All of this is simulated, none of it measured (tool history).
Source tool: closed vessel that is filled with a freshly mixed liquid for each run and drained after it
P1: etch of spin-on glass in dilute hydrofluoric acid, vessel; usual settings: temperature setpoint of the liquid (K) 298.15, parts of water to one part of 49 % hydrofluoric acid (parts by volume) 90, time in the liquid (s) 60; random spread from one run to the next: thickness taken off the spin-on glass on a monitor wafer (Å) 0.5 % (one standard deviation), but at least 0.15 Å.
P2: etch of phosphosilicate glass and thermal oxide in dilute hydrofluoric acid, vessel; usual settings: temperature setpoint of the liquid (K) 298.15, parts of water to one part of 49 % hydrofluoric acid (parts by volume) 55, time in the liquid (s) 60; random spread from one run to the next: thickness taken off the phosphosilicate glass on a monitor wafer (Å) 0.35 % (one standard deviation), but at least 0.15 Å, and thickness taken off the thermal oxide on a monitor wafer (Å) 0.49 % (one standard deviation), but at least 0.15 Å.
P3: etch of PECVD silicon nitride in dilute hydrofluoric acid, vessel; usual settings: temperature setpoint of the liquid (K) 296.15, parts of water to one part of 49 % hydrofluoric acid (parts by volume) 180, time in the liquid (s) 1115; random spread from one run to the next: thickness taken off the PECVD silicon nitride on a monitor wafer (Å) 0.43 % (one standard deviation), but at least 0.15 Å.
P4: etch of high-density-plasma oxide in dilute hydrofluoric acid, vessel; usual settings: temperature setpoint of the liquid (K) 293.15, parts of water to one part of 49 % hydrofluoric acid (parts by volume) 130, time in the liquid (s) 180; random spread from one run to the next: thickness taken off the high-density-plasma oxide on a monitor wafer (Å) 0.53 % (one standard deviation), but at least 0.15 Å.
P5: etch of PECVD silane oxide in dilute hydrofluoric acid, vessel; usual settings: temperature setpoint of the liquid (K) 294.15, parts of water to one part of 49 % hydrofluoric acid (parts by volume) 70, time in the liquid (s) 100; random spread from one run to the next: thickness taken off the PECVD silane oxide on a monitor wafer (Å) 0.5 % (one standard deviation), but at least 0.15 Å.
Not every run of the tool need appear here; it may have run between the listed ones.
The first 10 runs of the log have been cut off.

run   hour  process that ran  temperature setpoint of the liquid (K)  parts of water to one part of 49 % hydrofluoric acid (parts by volume)  time in the liquid (s)  hours since the thermometer was replaced  hours since the hydrofluoric acid flow meter was replaced  thickness taken off the spin-on glass on a monitor wafer (Å)  thickness taken off the PECVD silane oxide on a monitor wafer (Å)  thickness taken off the PECVD silicon nitride on a monitor wafer (Å)  thickness taken off the phosphosilicate glass on a monitor wafer (Å)  thickness taken off the thermal oxide on a monitor wafer (Å)  thickness taken off the high-density-plasma oxide on a monitor wafer (Å)
 11  140.8                P2                                  298.15                                                                      55                     110                                    1408.6                                                      515.2                                                                                                                                                                                                                                                                       1658.5                                                        99.681
 12  151.8                P1                                  298.15                                                                      90                      60                                    1419.6                                                      526.2                                                        307.47
 13  162.8                P3                                  296.15                                                                     180                    1615                                    1430.6                                                      537.2                                                                                                                                                                                                 300.68
 14  171.4                P1                                  304.65                                                                     150                      60                                    1439.2                                                      545.8                                                        215.91
 15  185.4                P2                                  298.15                                                                      55                      60                                    1453.2                                                      559.8                                                                                                                                                                                                                                                                       903.65                                                        53.914
 16  197.1                P1                                  298.15                                                                      90                      30                                    1464.9                                                      571.5                                                        152.28
 17  212.2                P1                                  298.15                                                                      90                     100                                      1480                                                      586.6                                                        508.84
 18  227.7                P1                                  298.15                                                                      25                      60                                    1495.5                                                      602.1                                                        1204.6
 19  242.7                P2                                  298.15                                                                      55                      60                                    1510.5                                                      617.1                                                                                                                                                                                                                                                                       904.01                                                        54.093
 20  251.3                P4                                  293.15                                                                     130                      90                                    1519.1                                                      625.7                                                                                                                                                                                                                                                                                                                                                                                                               31.653
 21  263.2                P1                                  293.15                                                                      90                      60                                      1531                                                      637.6                                                        249.32
 22  271.5                P2                                  298.15                                                                     105                      60                                    1539.3                                                      645.9                                                                                                                                                                                                                                                                       446.16                                                        26.784
 23  287.3                P5                                  302.65                                                                      70                     100                                    1555.1                                                      661.7                                                                                                                           272.88
 24  303.6                P4                                  293.15                                                                     130                     180                                    1571.4                                                        678                                                                                                                                                                                                                                                                                                                                                                                                               62.512
 25  311.1                P1                                  291.15                                                                      90                      30                                    1578.9                                                      685.5                                                        114.85
 26  319.7                P4                                  299.15                                                                     130                     180                                    1587.5                                                      694.1                                                                                                                                                                                                                                                                                                                                                                                                               78.697
 27  332.3                P1                                  298.15                                                                     140                      60                                    1600.1                                                      706.7                                                        183.84

Estimate the outcome of run 28 from the log above:
 28  347.1                P1                                  298.15                                                                      90                      60                                    1614.9                                                      721.5                                                             ?

{"run 28": {"thickness taken off the spin-on glass on a monitor wafer (Å)": 303.78}}
